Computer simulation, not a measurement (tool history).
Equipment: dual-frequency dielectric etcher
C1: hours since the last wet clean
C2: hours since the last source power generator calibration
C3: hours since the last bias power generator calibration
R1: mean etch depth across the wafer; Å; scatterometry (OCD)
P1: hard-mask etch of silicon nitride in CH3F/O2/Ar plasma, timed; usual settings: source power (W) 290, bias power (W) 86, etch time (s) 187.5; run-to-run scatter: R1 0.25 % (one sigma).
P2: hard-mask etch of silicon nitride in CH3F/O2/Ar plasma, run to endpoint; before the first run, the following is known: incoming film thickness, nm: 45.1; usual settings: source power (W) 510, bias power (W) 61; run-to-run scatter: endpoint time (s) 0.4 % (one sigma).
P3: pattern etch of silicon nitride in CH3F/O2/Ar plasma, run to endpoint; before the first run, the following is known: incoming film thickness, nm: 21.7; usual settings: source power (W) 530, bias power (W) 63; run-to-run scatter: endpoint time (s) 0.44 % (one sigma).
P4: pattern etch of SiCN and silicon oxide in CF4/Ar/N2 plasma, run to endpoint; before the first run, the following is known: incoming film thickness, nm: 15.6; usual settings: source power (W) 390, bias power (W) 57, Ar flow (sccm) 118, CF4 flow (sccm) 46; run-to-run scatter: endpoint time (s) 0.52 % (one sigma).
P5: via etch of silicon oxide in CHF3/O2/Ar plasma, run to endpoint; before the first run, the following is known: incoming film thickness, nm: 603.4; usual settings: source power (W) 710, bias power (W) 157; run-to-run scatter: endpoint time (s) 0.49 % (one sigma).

Run 1, hour 6.0: process that ran P1, source power (W) 290, bias power (W) 86, etch time (s) 187.5; C1 354.8; C2 776.4; C3 1114.5. Result: R1 1177.60 Å.
Run 2, hour 9.4: process that ran P4, source power (W) 390, bias power (W) 57, Ar flow (sccm) 118, CF4 flow (sccm) 64; C1 358.2; C2 779.8; C3 1117.9. Result: endpoint time (s) 23.089.
Run 3, hour 15.1: process that ran P1, source power (W) 290, bias power (W) 115, etch time (s) 103.0; C1 363.9; C2 785.5; C3 1123.6. Result: R1 723.48 Å.
Run 4, hour 19.9: process that ran P1, source power (W) 290, bias power (W) 86, etch time (s) 233.0; C1 368.7; C2 790.3; C3 1128.4. Result: R1 1470.50 Å.
Run 5, hour 26.1: process that ran P5, source power (W) 710, bias power (W) 101; C1 374.9; C2 796.5; C3 1134.6. Result: endpoint time (s) 350.730.
Run 6, hour 31.6: process that ran P1, source power (W) 290, bias power (W) 86, etch time (s) 187.5; C1 380.4; C2 802.0; C3 1140.1. Result: R1 1177.50 Å.
Run 7, hour 36.3: process that ran P1, source power (W) 290, bias power (W) 58, etch time (s) 187.5; C1 385.1; C2 806.7; C3 1144.8. Result: R1 1025.90 Å.
Run 8, hour 41.3: process that ran P1, source power (W) 290, bias power (W) 108, etch time (s) 187.5; C1 390.1; C2 811.7; C3 1149.8. Result: R1 1285.20 Å.
Run 9, hour 47.4: process that ran P5, source power (W) 710, bias power (W) 157; C1 396.2; C2 817.8; C3 1155.9. Result: endpoint time (s) 305.590.
Run 10, hour 51.6: process that ran P4, source power (W) 250, bias power (W) 57, Ar flow (sccm) 118, CF4 flow (sccm) 46; C1 400.4; C2 822.0; C3 1160.1. Result: endpoint time (s) 35.972.
Run 11, hour 55.0: process that ran P2, source power (W) 510, bias power (W) 39; C1 403.8; C2 825.4; C3 1163.5. Result: endpoint time (s) 69.623.
Run 12, hour 61.1: process that ran P1, source power (W) 290, bias power (W) 86, etch time (s) 187.5; C1 409.9; C2 831.5; C3 1169.6. Result: R1 1178.40 Å.
Run 13, hour 64.2: process that ran P2, source power (W) 510, bias power (W) 61; C1 413.0; C2 834.6; C3 1172.7. Result: endpoint time (s) 60.847.
Run 14, hour 69.3: process that ran P4, source power (W) 390, bias power (W) 57, Ar flow (sccm) 144, CF4 flow (sccm) 46; C1 418.1; C2 839.7; C3 1177.8. Result: endpoint time (s) 25.195.
Run 15, hour 72.2: process that ran P1, source power (W) 210, bias power (W) 86, etch time (s) 187.5; C1 421.0; C2 842.6; C3 1180.7. Result: R1 1045.40 Å.
Run 16, hour 77.5: process that ran P1, source power (W) 290, bias power (W) 86, etch time (s) 112.5; C1 426.3; C2 847.9; C3 1186.0. Result: R1 710.67 Å.
Run 17, hour 81.0: process that ran P3, source power (W) 720, bias power (W) 63; C1 429.8; C2 851.4; C3 1189.5. Result: endpoint time (s) 26.091.
Run 18, hour 86.2: process that ran P1, source power (W) 290, bias power (W) 86, etch time (s) 187.5; C1 435.0; C2 856.6; C3 1194.7. Result: R1 1178.90 Å.
Run 19, hour 91.4: process that ran P4, source power (W) 390, bias power (W) 57, Ar flow (sccm) 118, CF4 flow (sccm) 46; C1 440.2; C2 861.8; C3 1199.9. Result: endpoint time (s) 24.379.
Run 20, hour 96.0: process that ran P1, source power (W) 390, bias power (W) 86, etch time (s) 187.5; C1 444.8; C2 866.4; C3 1204.5. Result: R1 1317.80 Å.
Run 21, hour 100.0: process that ran P2, source power (W) 310, bias power (W) 61; C1 448.8; C2 870.4; C3 1208.5. Result: endpoint time (s) 73.997.
Run 22, hour 106.0: process that ran P1, source power (W) 290, bias power (W) 86, etch time (s) 187.5; C1 454.8; C2 876.4; C3 1214.5. Result: R1 1179.50 Å.
Run 23, hour 109.3: process that ran P4, source power (W) 390, bias power (W) 57, Ar flow (sccm) 118, CF4 flow (sccm) 46; C1 458.1; C2 879.7; C3 1217.8. Result: endpoint time (s) 24.572.
Run 24, hour 114.5: process that ran P2, source power (W) 510, bias power (W) 61; C1 463.3; C2 884.9; C3 1223.0. Result: endpoint time (s) 60.717.
Run 25, hour 118.6: process that ran P5, source power (W) 530, bias power (W) 157; C1 467.4; C2 889.0; C3 1227.1. Result: endpoint time (s) 341.070.

Run 26, settings as shown, results not yet in. Your forecast:
Run 26, hour 121.5: process that ran P1, source power (W) 290, bias power (W) 86, etch time (s) 187.5; C1 470.3; C2 891.9; C3 1230.0. Result: R1 ?.

{"run 26": {"R1": 1182.3}}
